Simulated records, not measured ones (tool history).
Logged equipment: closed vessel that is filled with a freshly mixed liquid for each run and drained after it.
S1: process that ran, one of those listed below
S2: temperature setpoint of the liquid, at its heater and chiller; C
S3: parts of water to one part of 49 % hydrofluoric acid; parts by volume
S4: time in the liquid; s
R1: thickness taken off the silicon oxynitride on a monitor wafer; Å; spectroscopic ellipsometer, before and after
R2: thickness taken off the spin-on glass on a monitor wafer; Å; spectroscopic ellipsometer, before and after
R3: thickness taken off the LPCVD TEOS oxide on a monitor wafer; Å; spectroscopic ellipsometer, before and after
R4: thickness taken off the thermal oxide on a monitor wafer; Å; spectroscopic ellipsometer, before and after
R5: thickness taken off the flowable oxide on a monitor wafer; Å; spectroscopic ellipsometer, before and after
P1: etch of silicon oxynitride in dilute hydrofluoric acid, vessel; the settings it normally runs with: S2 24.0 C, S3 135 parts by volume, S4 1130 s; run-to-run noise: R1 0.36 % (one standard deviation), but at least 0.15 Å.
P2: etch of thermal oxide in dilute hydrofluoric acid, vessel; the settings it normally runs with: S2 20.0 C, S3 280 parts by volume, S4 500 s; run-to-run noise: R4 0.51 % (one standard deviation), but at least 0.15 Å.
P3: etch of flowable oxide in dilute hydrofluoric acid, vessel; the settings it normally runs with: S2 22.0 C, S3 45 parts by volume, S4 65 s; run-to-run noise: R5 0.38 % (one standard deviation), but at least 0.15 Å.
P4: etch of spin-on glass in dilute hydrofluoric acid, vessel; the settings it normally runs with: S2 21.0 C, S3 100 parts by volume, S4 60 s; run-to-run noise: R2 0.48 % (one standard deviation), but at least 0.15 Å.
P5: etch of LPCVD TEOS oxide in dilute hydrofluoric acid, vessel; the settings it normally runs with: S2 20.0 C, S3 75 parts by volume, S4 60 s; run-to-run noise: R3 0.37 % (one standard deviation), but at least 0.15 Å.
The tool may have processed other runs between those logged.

{"run": 1, "day": 0.438, "S1": "P1", "S2": 24.0, "S3": 135, "S4": 1130, "R1": 136.72}
{"run": 2, "day": 1.021, "S1": "P4", "S2": 21.0, "S3": 100, "S4": 60, "R2": 335.94}
{"run": 3, "day": 1.417, "S1": "P5", "S2": 20.0, "S3": 75, "S4": 30, "R3": 182.87}
{"run": 4, "day": 1.812, "S1": "P2", "S2": 20.0, "S3": 280, "S4": 95, "R4": 11.604}
{"run": 5, "day": 2.421, "S1": "P2", "S2": 17.0, "S3": 280, "S4": 500, "R4": 54.217}
{"run": 6, "day": 2.796, "S1": "P5", "S2": 17.0, "S3": 75, "S4": 60, "R3": 323.04}
{"run": 7, "day": 3.525, "S1": "P1", "S2": 24.0, "S3": 40, "S4": 580, "R1": 255.94}
{"run": 8, "day": 4.125, "S1": "P5", "S2": 20.0, "S3": 75, "S4": 60, "R3": 366.43}
{"run": 9, "day": 4.488, "S1": "P1", "S2": 24.0, "S3": 230, "S4": 1130, "R1": 74.749}
{"run": 10, "day": 4.971, "S1": "P1", "S2": 24.0, "S3": 135, "S4": 1130, "R1": 136.87}
{"run": 11, "day": 5.388, "S1": "P5", "S2": 20.0, "S3": 75, "S4": 60, "R3": 368.34}
{"run": 12, "day": 5.942, "S1": "P4", "S2": 28.0, "S3": 100, "S4": 60, "R2": 439.78}
{"run": 13, "day": 6.667, "S1": "P2", "S2": 20.0, "S3": 170, "S4": 500, "R4": 111.83}
{"run": 14, "day": 7.196, "S1": "P1", "S2": 24.0, "S3": 135, "S4": 2055, "R1": 248.62}
{"day": 7.912, "done": "hydrofluoric acid flow meter replaced"}
{"run": 15, "day": 7.921, "S1": "P1", "S2": 24.0, "S3": 135, "S4": 1130, "R1": 137.41}
{"run": 16, "day": 8.504, "S1": "P1", "S2": 32.0, "S3": 135, "S4": 1130, "R1": 195.17}
{"run": 17, "day": 9.075, "S1": "P4", "S2": 21.0, "S3": 40, "S4": 60, "R2": 898.38}
{"run": 18, "day": 9.633, "S1": "P2", "S2": 20.0, "S3": 280, "S4": 500, "R4": 61.291}
{"run": 19, "day": 10.362, "S1": "P1", "S2": 24.0, "S3": 135, "S4": 95, "R1": 11.327}
{"run": 20, "day": 10.725, "S1": "P3", "S2": 22.0, "S3": 20, "S4": 65, "R5": 1002.5}
{"run": 21, "day": 11.25, "S1": "P4", "S2": 21.0, "S3": 100, "S4": 30, "R2": 168.25}
{"run": 22, "day": 11.7, "S1": "P1", "S2": 31.0, "S3": 135, "S4": 2150, "R1": 355.59}
{"run": 23, "day": 12.129, "S1": "P3", "S2": 22.0, "S3": 45, "S4": 125, "R5": 833.94}
{"run": 24, "day": 12.608, "S1": "P1", "S2": 20.5, "S3": 135, "S4": 1130, "R1": 115.93}
{"run": 25, "day": 13.317, "S1": "P3", "S2": 22.0, "S3": 45, "S4": 65, "R5": 432.67}
{"run": 26, "day": 14.0, "S1": "P1", "S2": 24.0, "S3": 80, "S4": 1130, "R1": 242.48}
{"run": 27, "day": 14.383, "S1": "P3", "S2": 17.0, "S3": 45, "S4": 65, "R5": 348.84}
{"run": 28, "day": 14.946, "S1": "P1", "S2": 24.0, "S3": 135, "S4": 1130, "R1": 136.5}
{"run": 29, "day": 15.446, "S1": "P3", "S2": 22.0, "S3": 45, "S4": 65, "R5": 433.46}
{"run": 30, "day": 15.846, "S1": "P1", "S2": 24.0, "S3": 135, "S4": 1130, "R1": 136.8}
{"run": 31, "day": 16.546, "S1": "P5", "S2": 20.0, "S3": 125, "S4": 60, "R3": 207.33}
{"run": 32, "day": 17.242, "S1": "P2", "S2": 20.0, "S3": 280, "S4": 500, "R4": 61.244}
{"run": 33, "day": 17.775, "S1": "P1", "S2": 24.0, "S3": 135, "S4": 1130, "R1": 136.22}
{"run": 34, "day": 18.367, "S1": "P1", "S2": 24.0, "S3": 135, "S4": 1130, "R1": 143.91}
{"run": 35, "day": 18.946, "S1": "P1", "S2": 24.0, "S3": 135, "S4": 1130, "R1": 147.78}
{"run": 36, "day": 19.467, "S1": "P1", "S2": 24.0, "S3": 135, "S4": 1130, "R1": 150.14}
{"run": 37, "day": 20.017, "S1": "P1", "S2": 24.0, "S3": 135, "S4": 1130, "R1": 150.3}
{"run": 38, "day": 20.738, "S1": "P1", "S2": 24.0, "S3": 135, "S4": 1130, "R1": 151.09}
{"run": 39, "day": 21.204, "S1": "P1", "S2": 24.0, "S3": 135, "S4": 1130, "R1": 151.65}
{"run": 40, "day": 21.8, "S1": "P1", "S2": 24.0, "S3": 135, "S4": 1130, "R1": 152.74}

Compared with where it was, what P1 gives has crept away. Each cause listed below fits the log as well as the rest, at the size given for it:
A: hydrofluoric acid flow above the setpoint (%) = 10.3
B: liquid hotter than its thermometer reads (K) = 2.38
The drift started at roughly day 17.775.

Of the 4 check runs below, each run on 3 wafers with the results averaged and each result still a question mark, which one would tell the listed causes apart?
{"run": "check 1", "day": 22.396, "S1": "P3", "S2": 22.0, "S3": 25, "S4": 95, "R5": "?"}
{"run": "check 2", "day": 22.396, "S1": "P4", "S2": 21.0, "S3": 45, "S4": 60, "R2": "?"}
{"run": "check 3", "day": 22.396, "S1": "P5", "S2": 17.0, "S3": 75, "S4": 60, "R3": "?"}
{"run": "check 4", "day": 22.396, "S1": "P2", "S2": 17.0, "S3": 280, "S4": 275, "R4": "?"}

Predicted outcomes, by check and by cause:
check=check_1 result=R5 if_A=1289.90 if_B=1289.70
check=check_2 result=R2 if_A=880.81 if_B=877.78
check=check_3 result=R3 if_A=359.26 if_B=357.59
check=check_4 result=R4 if_A=34.052 if_B=33.021
Minimum pairwise separation of causes per check, each pair taken at its best-separating result: check 1 0.02 %; check 2 0.34 %; check 3 0.47 %; check 4 3.07 %
Check 4 tells the causes apart: in the others they would give nearly the same result.

Check 4 was carried out, with these results: R4 34.361 Å. Which of the listed causes is responsible?

It is A: hydrofluoric acid flow above the setpoint (%).

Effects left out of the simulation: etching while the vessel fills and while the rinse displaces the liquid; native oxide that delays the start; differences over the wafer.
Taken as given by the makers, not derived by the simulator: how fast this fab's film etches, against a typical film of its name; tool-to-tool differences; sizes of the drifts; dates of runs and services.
